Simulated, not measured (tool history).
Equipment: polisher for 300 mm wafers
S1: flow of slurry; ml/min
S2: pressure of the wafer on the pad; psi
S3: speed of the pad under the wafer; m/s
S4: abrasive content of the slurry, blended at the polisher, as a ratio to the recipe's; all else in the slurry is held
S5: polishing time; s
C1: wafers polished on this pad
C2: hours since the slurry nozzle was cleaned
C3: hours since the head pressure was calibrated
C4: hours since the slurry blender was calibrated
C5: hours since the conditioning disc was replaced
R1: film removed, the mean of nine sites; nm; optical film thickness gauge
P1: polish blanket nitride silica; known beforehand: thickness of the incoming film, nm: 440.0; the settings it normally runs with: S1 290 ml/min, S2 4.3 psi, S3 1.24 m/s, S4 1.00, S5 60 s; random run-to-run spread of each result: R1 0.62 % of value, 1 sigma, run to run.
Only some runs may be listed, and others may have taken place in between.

| run | hour | S1 | S2 | S3 | S4 | S5 | C1 | C2 | C3 | C4 | C5 | R1 |
|---|---|---|---|---|---|---|---|---|---|---|---|---|
| 1 | 7.8 | 290 | 4.3 | 1.24 | 1.00 | 60 | 387 | 445.7 | 136.7 | 48.3 | 39.9 | 66.096 |
| 2 | 17.9 | 175 | 4.3 | 0.66 | 1.00 | 60 | 466 | 455.8 | 146.8 | 58.4 | 50.0 | 37.705 |
| 3 | 25.2 | 290 | 4.3 | 1.24 | 1.00 | 28 | 524 | 463.1 | 154.1 | 65.7 | 57.3 | 30.942 |
| 4 | 33.6 | 175 | 4.3 | 1.24 | 1.00 | 60 | 590 | 471.5 | 162.5 | 74.1 | 65.7 | 62.264 |
| 5 | 42.1 | 290 | 4.3 | 0.56 | 1.00 | 60 | 657 | 480.0 | 171.0 | 82.6 | 74.2 | 34.964 |
| 6 | 50.5 | 290 | 4.3 | 1.24 | 1.00 | 60 | 723 | 488.4 | 179.4 | 91.0 | 82.6 | 66.754 |
| 7 | 56.2 | 290 | 2.0 | 1.24 | 1.00 | 60 | 768 | 494.1 | 185.1 | 96.7 | 88.3 | 30.671 |
| 8 | 64.0 | 290 | 4.3 | 1.24 | 1.00 | 60 | 830 | 501.9 | 192.9 | 104.5 | 96.1 | 66.417 |
| 9 | 71.1 | 290 | 4.3 | 1.24 | 1.00 | 95 | 886 | 509.0 | 200.0 | 111.6 | 103.2 | 105.270 |
| 10 | 76.4 | 290 | 4.3 | 1.78 | 1.00 | 60 | 928 | 514.3 | 205.3 | 116.9 | 108.5 | 88.314 |
| 11 | 87.0 | 290 | 4.3 | 1.24 | 1.00 | 60 | 1011 | 524.9 | 215.9 | 127.5 | 119.1 | 66.543 |
| 12 | 97.8 | 290 | 4.3 | 1.24 | 0.60 | 60 | 1097 | 535.7 | 226.7 | 138.3 | 129.9 | 51.403 |
| 13 | 105.1 | 290 | 4.3 | 1.24 | 1.25 | 60 | 1154 | 543.0 | 234.0 | 145.6 | 137.2 | 73.430 |
| 14 | 116.0 | 290 | 5.9 | 1.24 | 1.45 | 60 | 1240 | 553.9 | 244.9 | 156.5 | 148.1 | 105.510 |
| 15 | 123.9 | 365 | 4.3 | 1.24 | 1.00 | 60 | 1302 | 561.8 | 252.8 | 164.4 | 156.0 | 68.129 |
| 16 | 132.2 | 290 | 4.3 | 1.24 | 1.00 | 60 | 1368 | 570.1 | 261.1 | 172.7 | 164.3 | 66.184 |
| 17 | 137.7 | 395 | 4.3 | 1.24 | 0.60 | 60 | 1411 | 575.6 | 266.6 | 178.2 | 169.8 | 52.071 |
| 18 | 144.8 | 290 | 5.9 | 1.24 | 1.00 | 60 | 1467 | 582.7 | 273.7 | 185.3 | 176.9 | 92.259 |
| 19 | 156.0 | 290 | 4.3 | 1.24 | 1.00 | 60 | 1556 | 593.9 | 284.9 | 196.5 | 188.1 | 67.009 |
| 20 | 165.6 | 290 | 4.3 | 1.24 | 1.00 | 60 | 1631 | 603.5 | 294.5 | 206.1 | 197.7 | 65.634 |
| 21 | 175.8 | 290 | 4.3 | 1.24 | 1.00 | 60 | 1712 | 613.7 | 304.7 | 216.3 | 207.9 | 62.136 |
| 22 | 186.3 | 290 | 4.3 | 1.24 | 1.00 | 60 | 1795 | 624.2 | 315.2 | 226.8 | 218.4 | 59.792 |
| 23 | 192.6 | 290 | 4.3 | 1.24 | 1.00 | 60 | 1844 | 630.5 | 321.5 | 233.1 | 224.7 | 58.961 |
|  | 197.6 | head pressure recalibrated |
| 24 | 202.7 | 290 | 4.3 | 1.24 | 1.00 | 60 | 1924 | 640.6 | 5.2 | 243.2 | 234.8 | 57.956 |
|  | 208.7 | conditioning disc replaced and pad reconditioned |
| 25 | 212.4 | 290 | 4.3 | 1.24 | 1.00 | 60 | 2000 | 650.3 | 14.9 | 252.9 | 3.8 | 57.804 |
| 26 | 222.0 | 290 | 4.3 | 1.24 | 1.00 | 60 | 2076 | 659.9 | 24.5 | 262.5 | 13.4 | 57.561 |
| 27 | 227.9 | 290 | 4.3 | 1.24 | 1.00 | 60 | 2123 | 665.8 | 30.4 | 268.4 | 19.3 | 57.275 |

The log shows P1 creeping away from where it was. Any of the 2 causes listed here, at the size stated for it, fits the log just as well as the others:
A: removal rate lost through wear of the pad, % = 13.4
B: abrasive missing from the slurry, % = 25.4
At approximately hour 165.6, the process output began to creep.
Other possible causes, and why each is ruled out:
slurry flow missing at the pad, %: limited to 40, which would change R1 by -5.9 %, either short of the creep or opposite in sign
head's pressure below its setpoint, %: work on it at hour 197.6, done after the drift set in, did not restore what the process gave before
time polished since the conditioner stopped cutting, s: work on it at hour 208.7, done after the drift set in, did not restore what the process gave before

Which of the check runs below tells the causes apart, meaning the causes would give it clearly different results? Each run uses 3 wafers whose results are averaged, and each result is shown as a question mark.
| check 1 | 233.8 | 175 | 4.3 | 1.24 | 1.00 | 37 |  |  |  |  |  | ? |
| check 2 | 233.8 | 175 | 4.3 | 1.24 | 1.00 | 79 |  |  |  |  |  | ? |
| check 3 | 233.8 | 290 | 4.3 | 1.70 | 1.00 | 93 |  |  |  |  |  | ? |
| check 4 | 233.8 | 290 | 5.6 | 1.24 | 0.70 | 60 |  |  |  |  |  | ? |

How each check would come out, cause by cause:
| check | result | if A | if B |
|---|---|---|---|
| check 1 | R1 | 33.427 | 33.426 |
| check 2 | R1 | 71.371 | 71.369 |
| check 3 | R1 | 114.780 | 114.780 |
| check 4 | R1 | 62.710 | 61.106 |
Per check, the gap between the least separated pair of causes, taken in the result that splits them most: check 1 0 %; check 2 0 %; check 3 0 %; check 4 2.59 %
Check 4 distinguishes between the causes, while the remaining checks would return nearly the same result for all of them.

Here is what check 4 returned: R1 62.906 nm. Which cause is it?

It is A: removal rate lost through wear of the pad, %.
